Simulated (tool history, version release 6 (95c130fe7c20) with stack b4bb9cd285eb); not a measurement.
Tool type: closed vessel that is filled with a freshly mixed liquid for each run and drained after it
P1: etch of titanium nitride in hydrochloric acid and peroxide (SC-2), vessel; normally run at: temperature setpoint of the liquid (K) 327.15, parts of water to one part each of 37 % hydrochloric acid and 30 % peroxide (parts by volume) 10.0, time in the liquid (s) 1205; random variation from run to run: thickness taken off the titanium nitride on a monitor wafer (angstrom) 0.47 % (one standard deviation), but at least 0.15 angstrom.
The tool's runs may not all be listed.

run   hour  temperature setpoint of the liquid (K)  parts of water to one part each of 37 % hydrochloric acid and 30 % peroxide (parts by volume)  time in the liquid (s)  hours since the thermometer was replaced  hours since the chemicals flow meter was replaced  hours since the drum of peroxide was connected  thickness taken off the titanium nitride on a monitor wafer (angstrom)
  1    5.9                                  327.15                                                                                           10.0                    1205                                     524.7                                              219.5                                           241.1                                                                 463.930
  2   14.8                                  327.15                                                                                           10.0                      30                                     533.6                                              228.4                                           250.0                                                                  11.635
  3   20.7                                  327.15                                                                                           10.0                    1205                                     539.5                                              234.3                                           255.9                                                                 465.650
  4   30.4                                  327.15                                                                                            4.0                     310                                     549.2                                              244.0                                           265.6                                                                 239.530
  5   35.8                                  327.15                                                                                           10.0                    1205                                     554.6                                              249.4                                           271.0                                                                 462.250
  6   43.1                                  327.15                                                                                           10.0                    1205                                     561.9                                              256.7                                           278.3                                                                 465.040
  7   49.2                                  313.65                                                                                           10.0                     515                                     568.0                                              262.8                                           284.4                                                                  80.052
  8   57.1                                  338.65                                                                                           10.0                    1205                                     575.9                                              270.7                                           292.3                                                                 956.270
  9   65.1                                  327.15                                                                                           10.0                    2040                                     583.9                                              278.7                                           300.3                                                                 786.920
 10   72.2                                  327.15                                                                                           17.5                    1205                                     591.0                                              285.8                                           307.4                                                                 286.370
 11   77.1                                  342.65                                                                                           16.5                    1205                                     595.9                                              290.7                                           312.3                                                                 797.020
 12   84.8                                  327.15                                                                                            4.0                    1205                                     603.6                                              298.4                                           320.0                                                                 929.120
      89.3  -- chemicals flow meter replaced
 13   94.2                                  327.15                                                                                           10.0                    1205                                     613.0                                                4.9                                           329.4                                                                 464.770
 14  100.1                                  310.15                                                                                           10.0                    1205                                     618.9                                               10.8                                           335.3                                                                 145.480
 15  107.3                                  327.15                                                                                           10.0                    1205                                     626.1                                               18.0                                           342.5                                                                 466.730
 16  113.8                                  327.15                                                                                           10.0                    1205                                     632.6                                               24.5                                           349.0                                                                 452.080
 17  118.8                                  327.15                                                                                           10.0                    1205                                     637.6                                               29.5                                           354.0                                                                 443.440
 18  125.5                                  327.15                                                                                           10.0                    1205                                     644.3                                               36.2                                           360.7                                                                 435.700
     127.8  -- new drum of peroxide connected
 19  131.1                                  327.15                                                                                           10.0                    1205                                     649.9                                               41.8                                             3.3                                                                 435.310
 20  136.7                                  327.15                                                                                           10.0                    1205                                     655.5                                               47.4                                             8.9                                                                 432.610
 21  144.2                                  327.15                                                                                           10.0                    1205                                     663.0                                               54.9                                            16.4                                                                 429.220
 22  150.0                                  327.15                                                                                           10.0                    1205                                     668.8                                               60.7                                            22.2                                                                 432.150
 23  155.6                                  327.15                                                                                           10.0                    1205                                     674.4                                               66.3                                            27.8                                                                 430.790

What P1 gives has crept off from where it sat before. The 2 causes that follow fit the log equally well, each at the size noted:
A: chemicals flow below the setpoint (%) = 8.83
B: liquid colder than its thermometer reads (K) = 1.19
The process output started creeping at around hour 107.3.
Each remaining cause and why it is not a fit:
peroxide weaker than its label (%): serviced at hour 127.8, after the change had begun; the process did not return to its earlier output

Of the 4 check runs below, each run on 3 wafers with the results averaged and each result still a question mark, which one would tell the listed causes apart?
check 1  161.2                                  320.15                                                                                           10.0                    1205                                                                                                                                                                                                                    ?
check 2  161.2                                  327.15                                                                                           17.5                     110                                                                                                                                                                                                                    ?
check 3  161.2                                  311.15                                                                                           16.0                    1205                                                                                                                                                                                                                    ?
check 4  161.2                                  311.65                                                                                            4.0                    1205                                                                                                                                                                                                                    ?

Predicted outcomes, by check and by cause:
  check                                                                  result     if A     if B
check 1  thickness taken off the titanium nitride on a monitor wafer (angstrom)  270.170  269.230
check 2  thickness taken off the titanium nitride on a monitor wafer (angstrom)   24.033   24.169
check 3  thickness taken off the titanium nitride on a monitor wafer (angstrom)   95.541   95.226
check 4  thickness taken off the titanium nitride on a monitor wafer (angstrom)  303.130  296.200
Per check, the gap between the least separated pair of causes, taken in the result that splits them most: check 1 0.35 %; check 2 0.57 %; check 3 0.33 %; check 4 2.31 %
Check 4 tells the causes apart: in the others they would give nearly the same result.

Running check 4 produced the following: thickness taken off the titanium nitride on a monitor wafer (angstrom) 304.600. Which one of the listed causes fits?

The cause is A: chemicals flow below the setpoint (%).

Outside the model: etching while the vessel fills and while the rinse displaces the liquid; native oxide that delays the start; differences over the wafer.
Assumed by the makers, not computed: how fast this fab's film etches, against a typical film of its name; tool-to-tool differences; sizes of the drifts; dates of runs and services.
